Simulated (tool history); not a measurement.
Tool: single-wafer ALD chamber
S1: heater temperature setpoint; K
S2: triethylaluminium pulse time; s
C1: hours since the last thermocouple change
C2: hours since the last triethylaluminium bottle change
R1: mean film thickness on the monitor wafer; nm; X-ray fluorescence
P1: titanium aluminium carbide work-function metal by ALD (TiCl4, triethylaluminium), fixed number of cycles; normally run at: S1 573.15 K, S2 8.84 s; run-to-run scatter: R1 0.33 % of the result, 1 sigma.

| run | hour | S1 | S2 | C1 | C2 | R1 |
|---|---|---|---|---|---|---|
| 1 | 11.6 | 573.15 | 8.84 | 1160.6 | 131.9 | 2.0485 |
| 2 | 26.3 | 573.15 | 8.84 | 1175.3 | 146.6 | 2.0566 |
| 3 | 34.1 | 573.15 | 8.84 | 1183.1 | 154.4 | 2.0485 |
| 4 | 45.7 | 573.15 | 8.84 | 1194.7 | 166.0 | 2.0508 |
| 5 | 52.2 | 573.15 | 12.46 | 1201.2 | 172.5 | 2.1260 |
| 6 | 61.2 | 596.15 | 8.84 | 1210.2 | 181.5 | 2.2664 |
| 7 | 68.8 | 550.15 | 8.84 | 1217.8 | 189.1 | 1.8517 |
| 8 | 82.0 | 573.15 | 3.14 | 1231.0 | 202.3 | 1.4301 |
| 9 | 92.7 | 590.15 | 13.23 | 1241.7 | 213.0 | 2.2831 |
| 10 | 103.7 | 550.15 | 12.65 | 1252.7 | 224.0 | 1.9244 |
| 11 | 117.3 | 573.15 | 8.84 | 1266.3 | 237.6 | 2.0450 |
| 12 | 127.7 | 595.15 | 11.16 | 1276.7 | 248.0 | 2.3017 |
| 13 | 136.8 | 573.15 | 8.84 | 1285.8 | 257.1 | 2.0581 |
| 14 | 145.0 | 573.15 | 8.84 | 1294.0 | 265.3 | 2.0360 |
| 15 | 154.0 | 573.15 | 8.84 | 1303.0 | 274.3 | 2.0266 |
| 16 | 163.6 | 573.15 | 8.84 | 1312.6 | 283.9 | 2.0213 |
| 17 | 174.2 | 573.15 | 8.84 | 1323.2 | 294.5 | 2.0196 |
| 18 | 183.3 | 573.15 | 8.84 | 1332.3 | 303.6 | 2.0161 |
| 19 | 191.4 | 573.15 | 8.84 | 1340.4 | 311.7 | 2.0166 |
| 20 | 206.0 | 573.15 | 8.84 | 1355.0 | 326.3 | 2.0131 |
| 21 | 214.8 | 573.15 | 8.84 | 1363.8 | 335.1 | 2.0076 |
| 22 | 229.2 | 573.15 | 8.84 | 1378.2 | 349.5 | 2.0165 |

What P1 gives has crept away from where it was. These 2 causes fit the log equally well, each at the size given:
A: wafer temperature below the value expected at the setpoint (K) = 4.6
B: triethylaluminium dose below that of a fresh bottle (%) = 11.1
The creep began at about hour 136.8.

4 check runs are offered, one wafer each, their results left as question marks. Which one tells the causes apart?
| check 1 | 243.6 | 558.15 | 8.84 |  |  | ? |
| check 2 | 243.6 | 594.15 | 4.39 |  |  | ? |
| check 3 | 243.6 | 596.15 | 8.84 |  |  | ? |
| check 4 | 243.6 | 550.15 | 8.84 |  |  | ? |

What each check would give under each cause:
| check | result | if A | if B |
|---|---|---|---|
| check 1 | R1 | 1.8782 | 1.8800 |
| check 2 | R1 | 1.8000 | 1.7394 |
| check 3 | R1 | 2.2165 | 2.2129 |
| check 4 | R1 | 1.8085 | 1.8114 |
How far apart the two closest causes lie, in the result that separates them most: check 1 0.1 %; check 2 3.43 %; check 3 0.16 %; check 4 0.16 %
Only check 2 tells the causes apart: in the others they would give nearly the same result.

Check 2 was then run and gave: R1 1.7899 nm. Which cause is it?

It is A: wafer temperature below the value expected at the setpoint (K).

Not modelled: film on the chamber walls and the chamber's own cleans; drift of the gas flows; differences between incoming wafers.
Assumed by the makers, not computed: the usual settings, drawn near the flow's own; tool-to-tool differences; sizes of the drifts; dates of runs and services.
